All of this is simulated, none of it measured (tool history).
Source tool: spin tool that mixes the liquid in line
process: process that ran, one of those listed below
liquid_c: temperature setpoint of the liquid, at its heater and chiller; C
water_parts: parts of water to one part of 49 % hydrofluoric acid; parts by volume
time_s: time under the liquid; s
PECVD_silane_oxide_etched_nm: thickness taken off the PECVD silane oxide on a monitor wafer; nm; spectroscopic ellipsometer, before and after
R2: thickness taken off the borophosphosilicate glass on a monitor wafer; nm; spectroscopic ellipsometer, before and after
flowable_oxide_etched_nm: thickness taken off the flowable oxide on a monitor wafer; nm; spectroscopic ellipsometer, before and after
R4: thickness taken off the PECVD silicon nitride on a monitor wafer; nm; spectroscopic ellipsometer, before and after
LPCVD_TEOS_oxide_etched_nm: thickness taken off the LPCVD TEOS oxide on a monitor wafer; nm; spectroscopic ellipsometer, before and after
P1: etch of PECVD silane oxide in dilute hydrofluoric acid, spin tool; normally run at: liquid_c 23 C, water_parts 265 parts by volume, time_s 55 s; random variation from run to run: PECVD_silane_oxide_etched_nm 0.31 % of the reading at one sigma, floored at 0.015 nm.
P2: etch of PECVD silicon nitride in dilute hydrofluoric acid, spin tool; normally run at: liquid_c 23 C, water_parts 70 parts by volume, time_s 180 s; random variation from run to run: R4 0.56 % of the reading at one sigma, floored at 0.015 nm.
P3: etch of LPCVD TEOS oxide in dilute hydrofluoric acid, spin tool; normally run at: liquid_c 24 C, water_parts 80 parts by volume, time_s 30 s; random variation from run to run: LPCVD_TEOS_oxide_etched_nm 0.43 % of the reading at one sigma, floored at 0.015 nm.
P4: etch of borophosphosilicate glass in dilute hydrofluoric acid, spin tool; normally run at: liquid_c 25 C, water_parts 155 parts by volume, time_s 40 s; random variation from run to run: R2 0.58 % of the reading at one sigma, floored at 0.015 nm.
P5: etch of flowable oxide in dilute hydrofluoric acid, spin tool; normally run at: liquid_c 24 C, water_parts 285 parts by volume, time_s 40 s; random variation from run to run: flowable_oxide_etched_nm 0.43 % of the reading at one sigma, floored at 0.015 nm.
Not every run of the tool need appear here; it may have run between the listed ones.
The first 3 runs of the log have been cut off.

Run 4, hour 26.1: process P5, liquid_c 24 C, water_parts 285 parts by volume, time_s 65 s. Result: flowable_oxide_etched_nm 9.1049 nm.
Run 5, hour 31.5: process P1, liquid_c 23 C, water_parts 265 parts by volume, time_s 90 s. Result: PECVD_silane_oxide_etched_nm 10.8660 nm.
Run 6, hour 42.6: process P4, liquid_c 25 C, water_parts 25 parts by volume, time_s 40 s. Result: R2 94.259 nm.
Run 7, hour 49.0: process P1, liquid_c 23 C, water_parts 170 parts by volume, time_s 55 s. Result: PECVD_silane_oxide_etched_nm 11.3770 nm.
Run 8, hour 56.5: process P2, liquid_c 17 C, water_parts 70 parts by volume, time_s 180 s. Result: R4 2.8093 nm.
Run 9, hour 64.9: process P1, liquid_c 23 C, water_parts 470 parts by volume, time_s 55 s. Result: PECVD_silane_oxide_etched_nm 3.1312 nm.
Run 10, hour 74.3: process P5, liquid_c 24 C, water_parts 285 parts by volume, time_s 40 s. Result: flowable_oxide_etched_nm 5.5725 nm.
Run 11, hour 85.0: process P1, liquid_c 23 C, water_parts 265 parts by volume, time_s 55 s. Result: PECVD_silane_oxide_etched_nm 6.6169 nm.
Run 12, hour 92.7: process P3, liquid_c 31 C, water_parts 80 parts by volume, time_s 30 s. Result: LPCVD_TEOS_oxide_etched_nm 10.6480 nm.
At hour 92.8: hydrofluoric acid flow meter replaced.
Run 13, hour 102.4: process P3, liquid_c 24 C, water_parts 125 parts by volume, time_s 30 s. Result: LPCVD_TEOS_oxide_etched_nm 4.9238 nm.
Run 14, hour 112.9: process P1, liquid_c 17 C, water_parts 265 parts by volume, time_s 55 s. Result: PECVD_silane_oxide_etched_nm 5.3060 nm.
Run 15, hour 124.5: process P2, liquid_c 23 C, water_parts 70 parts by volume, time_s 180 s. Result: R4 4.2607 nm.
Run 16, hour 132.3: process P3, liquid_c 24 C, water_parts 80 parts by volume, time_s 55 s. Result: LPCVD_TEOS_oxide_etched_nm 14.9670 nm.
Run 17, hour 142.2: process P2, liquid_c 23 C, water_parts 30 parts by volume, time_s 180 s. Result: R4 9.6858 nm.
Run 18, hour 150.8: process P1, liquid_c 23 C, water_parts 180 parts by volume, time_s 15 s. Result: PECVD_silane_oxide_etched_nm 2.8791 nm.

Estimate the outcome of run 19 from the log above:
Run 19, hour 157.0: process P5, liquid_c 31 C, water_parts 285 parts by volume, time_s 40 s. Result: flowable_oxide_etched_nm ?.

flowable_oxide_etched_nm: 7.0146 nm
